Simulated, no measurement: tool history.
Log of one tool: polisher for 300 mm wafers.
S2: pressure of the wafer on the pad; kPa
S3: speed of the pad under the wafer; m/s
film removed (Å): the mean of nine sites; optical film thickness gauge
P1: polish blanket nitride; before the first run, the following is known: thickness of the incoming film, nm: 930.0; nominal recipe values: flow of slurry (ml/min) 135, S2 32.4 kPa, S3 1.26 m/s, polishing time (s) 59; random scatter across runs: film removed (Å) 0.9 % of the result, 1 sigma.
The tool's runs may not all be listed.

run 1 day=0.225 | flow_of_slurry_(ml/min)=135 S2=32.4 S3=1.26 polishing_time_(s)=59 | film_removed_(Å)=1419
run 2 day=0.458 | flow_of_slurry_(ml/min)=135 S2=32.4 S3=1.26 polishing_time_(s)=79 | film_removed_(Å)=1901.4
run 3 day=0.588 | flow_of_slurry_(ml/min)=135 S2=32.4 S3=1.26 polishing_time_(s)=33 | film_removed_(Å)=807.42
run 4 day=0.825 | flow_of_slurry_(ml/min)=135 S2=32.4 S3=1.98 polishing_time_(s)=59 | film_removed_(Å)=2083.9
run 5 day=0.979 | flow_of_slurry_(ml/min)=80 S2=32.4 S3=1.26 polishing_time_(s)=59 | film_removed_(Å)=1270.3
run 6 day=1.192 | flow_of_slurry_(ml/min)=195 S2=32.4 S3=1.26 polishing_time_(s)=59 | film_removed_(Å)=1518
run 7 day=1.388 | flow_of_slurry_(ml/min)=135 S2=32.4 S3=0.96 polishing_time_(s)=89 | film_removed_(Å)=1753.1
run 8 day=1.638 | flow_of_slurry_(ml/min)=135 S2=15.2 S3=1.26 polishing_time_(s)=59 | film_removed_(Å)=667.86
run 9 day=1.867 | flow_of_slurry_(ml/min)=200 S2=32.4 S3=1.9 polishing_time_(s)=59 | film_removed_(Å)=2117.1
run 10 day=2.071 | flow_of_slurry_(ml/min)=135 S2=32.4 S3=1.26 polishing_time_(s)=59 | film_removed_(Å)=1437.8
run 11 day=2.2 | flow_of_slurry_(ml/min)=135 S2=32.4 S3=1.26 polishing_time_(s)=59 | film_removed_(Å)=1431.5
run 12 day=2.358 | flow_of_slurry_(ml/min)=135 S2=22.1 S3=0.92 polishing_time_(s)=59 | film_removed_(Å)=756.28
run 13 day=2.5 | flow_of_slurry_(ml/min)=135 S2=32.4 S3=1.26 polishing_time_(s)=59 | film_removed_(Å)=1434.5
-- day=2.654 worn pad replaced by a new one
run 14 day=2.75 | flow_of_slurry_(ml/min)=135 S2=50.3 S3=1.26 polishing_time_(s)=59 | film_removed_(Å)=2189.4
run 15 day=2.917 | flow_of_slurry_(ml/min)=135 S2=32.4 S3=1.26 polishing_time_(s)=59 | film_removed_(Å)=1439.4
run 16 day=3.083 | flow_of_slurry_(ml/min)=135 S2=32.4 S3=0.72 polishing_time_(s)=59 | film_removed_(Å)=931.96
run 17 day=3.225 | flow_of_slurry_(ml/min)=135 S2=32.4 S3=1.26 polishing_time_(s)=59 | film_removed_(Å)=1436
run 18 day=3.462 | flow_of_slurry_(ml/min)=135 S2=32.4 S3=1.26 polishing_time_(s)=59 | film_removed_(Å)=1446
run 19 day=3.592 | flow_of_slurry_(ml/min)=135 S2=32.4 S3=1.26 polishing_time_(s)=59 | film_removed_(Å)=1441.6
run 20 day=3.738 | flow_of_slurry_(ml/min)=135 S2=32.4 S3=1.26 polishing_time_(s)=59 | film_removed_(Å)=1407
run 21 day=3.875 | flow_of_slurry_(ml/min)=135 S2=32.4 S3=1.26 polishing_time_(s)=59 | film_removed_(Å)=1383.5
run 22 day=3.996 | flow_of_slurry_(ml/min)=135 S2=32.4 S3=1.26 polishing_time_(s)=59 | film_removed_(Å)=1392.3
run 23 day=4.192 | flow_of_slurry_(ml/min)=135 S2=32.4 S3=1.26 polishing_time_(s)=59 | film_removed_(Å)=1363.5
-- day=4.338 worn pad replaced by a new one
run 24 day=4.404 | flow_of_slurry_(ml/min)=135 S2=32.4 S3=1.26 polishing_time_(s)=59 | film_removed_(Å)=1368.8
run 25 day=4.654 | flow_of_slurry_(ml/min)=135 S2=32.4 S3=1.26 polishing_time_(s)=59 | film_removed_(Å)=1346
run 26 day=4.917 | flow_of_slurry_(ml/min)=135 S2=32.4 S3=1.26 polishing_time_(s)=59 | film_removed_(Å)=1323
run 27 day=5.096 | flow_of_slurry_(ml/min)=135 S2=32.4 S3=1.26 polishing_time_(s)=59 | film_removed_(Å)=1348.8
run 28 day=5.292 | flow_of_slurry_(ml/min)=135 S2=32.4 S3=1.26 polishing_time_(s)=59 | film_removed_(Å)=1355.4
run 29 day=5.521 | flow_of_slurry_(ml/min)=135 S2=32.4 S3=1.26 polishing_time_(s)=59 | film_removed_(Å)=1328.1

Something has made what P1 gives creep away from where it was; the 2 causes below, each at its own stated size, fit the log equally well:
A: slurry flow missing at the pad, % = 27.4
B: head's pressure below its setpoint, % = 6.83
Creep in the process output first set in at about day 3.462.
The rest of the possible causes, and what rules out each one:
removal rate lost through wear of the pad, %: maintenance at day 4.338, after the shift began, did not return the process to its former output

Of the 4 check runs below, each run on 3 wafers with the results averaged and each result still a question mark, which one would tell the listed causes apart?
run check 1 day=5.75 | flow_of_slurry_(ml/min)=135 S2=32.4 S3=1.9 polishing_time_(s)=34 | film_removed_(Å)=?
run check 2 day=5.75 | flow_of_slurry_(ml/min)=135 S2=45.5 S3=1.26 polishing_time_(s)=59 | film_removed_(Å)=?
run check 3 day=5.75 | flow_of_slurry_(ml/min)=80 S2=32.4 S3=0.88 polishing_time_(s)=59 | film_removed_(Å)=?
run check 4 day=5.75 | flow_of_slurry_(ml/min)=135 S2=32.4 S3=1.7 polishing_time_(s)=59 | film_removed_(Å)=?

Expected result of each check under each candidate cause:
check=check_1 result=film_removed_(Å) if_A=1073.6 if_B=1073.5
check=check_2 result=film_removed_(Å) if_A=1883.5 if_B=1883.3
check=check_3 result=film_removed_(Å) if_A=851.26 if_B=886.34
check=check_4 result=film_removed_(Å) if_A=1704.4 if_B=1704.3
Per check, the gap between the least separated pair of causes, taken in the result that splits them most: check 1 0.01 %; check 2 0.01 %; check 3 4.04 %; check 4 0.01 %
The causes can be told apart only by check 3. The other checks would give nearly the same results under each of them.

The results of check 3 are: film removed (Å) 852.36. Based on these, which of the listed causes is it?

The correct cause is A, namely: slurry flow missing at the pad, %.

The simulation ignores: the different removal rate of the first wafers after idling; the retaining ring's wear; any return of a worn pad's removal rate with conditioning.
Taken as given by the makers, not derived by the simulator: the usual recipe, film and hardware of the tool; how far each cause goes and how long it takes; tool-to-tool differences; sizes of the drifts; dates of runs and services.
